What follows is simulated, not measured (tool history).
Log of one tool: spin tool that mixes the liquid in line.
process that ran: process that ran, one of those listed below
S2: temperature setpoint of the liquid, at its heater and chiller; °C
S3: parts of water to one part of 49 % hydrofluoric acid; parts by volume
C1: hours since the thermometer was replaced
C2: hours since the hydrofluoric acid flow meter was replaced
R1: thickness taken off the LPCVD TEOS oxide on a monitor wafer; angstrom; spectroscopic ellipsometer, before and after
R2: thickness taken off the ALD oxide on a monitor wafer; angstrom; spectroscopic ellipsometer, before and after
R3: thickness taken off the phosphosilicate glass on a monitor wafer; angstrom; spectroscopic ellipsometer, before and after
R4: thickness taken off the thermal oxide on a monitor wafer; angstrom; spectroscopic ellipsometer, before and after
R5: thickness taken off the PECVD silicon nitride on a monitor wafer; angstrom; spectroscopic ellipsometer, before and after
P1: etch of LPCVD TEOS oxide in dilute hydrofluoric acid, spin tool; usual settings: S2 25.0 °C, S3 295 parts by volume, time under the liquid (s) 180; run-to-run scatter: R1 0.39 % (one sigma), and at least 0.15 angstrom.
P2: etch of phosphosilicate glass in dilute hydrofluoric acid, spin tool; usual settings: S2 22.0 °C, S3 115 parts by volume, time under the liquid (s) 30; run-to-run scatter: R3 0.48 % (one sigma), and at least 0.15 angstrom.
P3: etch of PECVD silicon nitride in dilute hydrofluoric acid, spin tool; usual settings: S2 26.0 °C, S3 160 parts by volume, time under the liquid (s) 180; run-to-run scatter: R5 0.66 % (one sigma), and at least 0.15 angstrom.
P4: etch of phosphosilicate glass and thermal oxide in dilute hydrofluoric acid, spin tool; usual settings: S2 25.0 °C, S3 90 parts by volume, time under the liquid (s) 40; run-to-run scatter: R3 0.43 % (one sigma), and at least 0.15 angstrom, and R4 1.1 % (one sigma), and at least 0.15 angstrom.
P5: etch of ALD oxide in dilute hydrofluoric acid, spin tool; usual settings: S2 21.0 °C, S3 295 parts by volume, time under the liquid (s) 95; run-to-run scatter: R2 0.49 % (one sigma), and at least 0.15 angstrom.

run 1 hour=10.9 | process_that_ran=P1 S2=25.0 S3=295 time_under_the_liquid_(s)=180 | C1=1144.4 C2=137.7 | R1=176.680
run 2 hour=19.4 | process_that_ran=P5 S2=21.0 S3=495 time_under_the_liquid_(s)=95 | C1=1152.9 C2=146.2 | R2=33.435
run 3 hour=31.0 | process_that_ran=P1 S2=33.0 S3=295 time_under_the_liquid_(s)=180 | C1=1164.5 C2=157.8 | R1=228.600
run 4 hour=39.4 | process_that_ran=P1 S2=25.0 S3=175 time_under_the_liquid_(s)=290 | C1=1172.9 C2=166.2 | R1=544.940
run 5 hour=49.8 | process_that_ran=P1 S2=25.0 S3=140 time_under_the_liquid_(s)=180 | C1=1183.3 C2=176.6 | R1=439.520
run 6 hour=57.1 | process_that_ran=P2 S2=22.0 S3=30 time_under_the_liquid_(s)=30 | C1=1190.6 C2=183.9 | R3=960.71
run 7 hour=68.8 | process_that_ran=P4 S2=25.0 S3=90 time_under_the_liquid_(s)=40 | C1=1202.3 C2=195.6 | R3=280.00 R4=21.7300
run 8 hour=76.5 | process_that_ran=P2 S2=22.0 S3=115 time_under_the_liquid_(s)=30 | C1=1210.0 C2=203.3 | R3=227.50
run 9 hour=90.9 | process_that_ran=P2 S2=22.0 S3=115 time_under_the_liquid_(s)=15 | C1=1224.4 C2=217.7 | R3=113.73
run 10 hour=98.7 | process_that_ran=P4 S2=25.0 S3=90 time_under_the_liquid_(s)=15 | C1=1232.2 C2=225.5 | R3=105.72 R4=8.1903
run 11 hour=109.4 | process_that_ran=P1 S2=25.0 S3=295 time_under_the_liquid_(s)=270 | C1=1242.9 C2=236.2 | R1=266.000
run 12 hour=123.7 | process_that_ran=P2 S2=27.5 S3=115 time_under_the_liquid_(s)=30 | C1=1257.2 C2=250.5 | R3=279.76
run 13 hour=134.2 | process_that_ran=P4 S2=31.5 S3=90 time_under_the_liquid_(s)=40 | C1=1267.7 C2=261.0 | R3=359.48 R4=28.2460
run 14 hour=144.7 | process_that_ran=P5 S2=21.0 S3=295 time_under_the_liquid_(s)=95 | C1=1278.2 C2=271.5 | R2=67.071
run 15 hour=158.6 | process_that_ran=P1 S2=25.0 S3=295 time_under_the_liquid_(s)=180 | C1=1292.1 C2=285.4 | R1=176.600
run 16 hour=170.0 | process_that_ran=P1 S2=20.0 S3=295 time_under_the_liquid_(s)=180 | C1=1303.5 C2=296.8 | R1=147.850
run 17 hour=177.2 | process_that_ran=P1 S2=21.0 S3=530 time_under_the_liquid_(s)=180 | C1=1310.7 C2=304.0 | R1=69.941
run 18 hour=186.8 | process_that_ran=P1 S2=25.0 S3=295 time_under_the_liquid_(s)=180 | C1=1320.3 C2=313.6 | R1=175.430
run 19 hour=193.6 | process_that_ran=P3 S2=26.0 S3=240 time_under_the_liquid_(s)=180 | C1=1327.1 C2=320.4 | R5=29.459
run 20 hour=200.9 | process_that_ran=P4 S2=25.0 S3=90 time_under_the_liquid_(s)=40 | C1=1334.4 C2=327.7 | R3=279.69 R4=22.4100
run 21 hour=212.7 | process_that_ran=P3 S2=26.0 S3=160 time_under_the_liquid_(s)=180 | C1=1346.2 C2=339.5 | R5=44.637
run 22 hour=227.4 | process_that_ran=P5 S2=21.0 S3=295 time_under_the_liquid_(s)=165 | C1=1360.9 C2=354.2 | R2=117.010
run 23 hour=239.6 | process_that_ran=P1 S2=25.0 S3=295 time_under_the_liquid_(s)=20 | C1=1373.1 C2=366.4 | R1=19.614
run 24 hour=252.1 | process_that_ran=P3 S2=26.0 S3=160 time_under_the_liquid_(s)=100 | C1=1385.6 C2=378.9 | R5=24.651
run 25 hour=265.5 | process_that_ran=P5 S2=21.0 S3=295 time_under_the_liquid_(s)=95 | C1=1399.0 C2=392.3 | R2=68.284
run 26 hour=274.6 | process_that_ran=P1 S2=25.0 S3=490 time_under_the_liquid_(s)=180 | C1=1408.1 C2=401.4 | R1=88.891
run 27 hour=281.2 | process_that_ran=P5 S2=17.0 S3=295 time_under_the_liquid_(s)=95 | C1=1414.7 C2=408.0 | R2=58.270
run 28 hour=288.2 | process_that_ran=P3 S2=18.0 S3=160 time_under_the_liquid_(s)=180 | C1=1421.7 C2=415.0 | R5=26.103
run 29 hour=298.7 | process_that_ran=P4 S2=25.0 S3=155 time_under_the_liquid_(s)=40 | C1=1432.2 C2=425.5 | R3=151.63 R4=11.4730

Run 30 comes next. What will it give?
run 30 hour=311.4 | process_that_ran=P1 S2=25.0 S3=295 time_under_the_liquid_(s)=180 | C1=1444.9 C2=438.2 | R1=?

Run 30 gave R1 176.460 angstrom.
